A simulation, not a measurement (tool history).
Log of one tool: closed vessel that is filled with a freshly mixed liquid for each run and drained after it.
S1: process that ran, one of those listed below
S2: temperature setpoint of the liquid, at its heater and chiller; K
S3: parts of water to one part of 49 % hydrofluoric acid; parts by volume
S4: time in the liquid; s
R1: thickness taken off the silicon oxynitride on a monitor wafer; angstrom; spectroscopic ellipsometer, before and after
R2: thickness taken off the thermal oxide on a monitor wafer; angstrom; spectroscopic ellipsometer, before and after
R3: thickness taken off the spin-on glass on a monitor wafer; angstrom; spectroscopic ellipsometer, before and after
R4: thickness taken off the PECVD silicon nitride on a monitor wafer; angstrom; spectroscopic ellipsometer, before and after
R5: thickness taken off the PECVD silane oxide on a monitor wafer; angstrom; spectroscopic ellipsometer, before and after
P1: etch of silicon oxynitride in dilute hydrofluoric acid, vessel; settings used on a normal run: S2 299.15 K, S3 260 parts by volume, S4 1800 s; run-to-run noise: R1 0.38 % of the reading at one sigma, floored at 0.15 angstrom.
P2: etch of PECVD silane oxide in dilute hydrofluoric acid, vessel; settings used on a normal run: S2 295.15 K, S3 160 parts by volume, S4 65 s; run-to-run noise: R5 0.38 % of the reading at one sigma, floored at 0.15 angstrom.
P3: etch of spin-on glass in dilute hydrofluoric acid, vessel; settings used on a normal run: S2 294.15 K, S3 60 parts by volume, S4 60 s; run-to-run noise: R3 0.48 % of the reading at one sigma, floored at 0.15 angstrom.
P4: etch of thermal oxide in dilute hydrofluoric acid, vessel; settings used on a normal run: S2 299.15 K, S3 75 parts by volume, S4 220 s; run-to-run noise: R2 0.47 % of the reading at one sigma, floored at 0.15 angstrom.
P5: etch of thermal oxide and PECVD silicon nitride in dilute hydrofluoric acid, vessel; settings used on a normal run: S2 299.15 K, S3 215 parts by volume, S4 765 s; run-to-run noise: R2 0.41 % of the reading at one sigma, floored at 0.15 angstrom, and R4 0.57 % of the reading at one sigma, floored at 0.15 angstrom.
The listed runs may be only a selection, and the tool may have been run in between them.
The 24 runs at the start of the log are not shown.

run	day	S1	S2	S3	S4	R1	R2	R3	R4	R5
25	10.721	P2	295.15	160	65					166.69
26	11.217	P1	305.65	260	3030	406.79				
27	11.571	P1	299.15	260	1800	185.00				
28	12.038	P1	291.15	260	1800	130.94				
29	12.575	P2	295.15	160	65					166.50
30	13.058	P4	299.15	75	425		293.690			
31	13.317	P1	299.15	260	1800	185.78				
32	13.854	P1	299.15	260	1800	184.64				
33	14.217	P1	299.15	260	1800	178.44				
34	14.600	P1	299.15	260	1800	173.07				
35	15.058	P1	299.15	260	1800	172.15				

Estimate the outcome of run 36 from the log above:
36	15.579	P1	299.15	260	1800	?				

{"run 36": {"R1": 169.82}}

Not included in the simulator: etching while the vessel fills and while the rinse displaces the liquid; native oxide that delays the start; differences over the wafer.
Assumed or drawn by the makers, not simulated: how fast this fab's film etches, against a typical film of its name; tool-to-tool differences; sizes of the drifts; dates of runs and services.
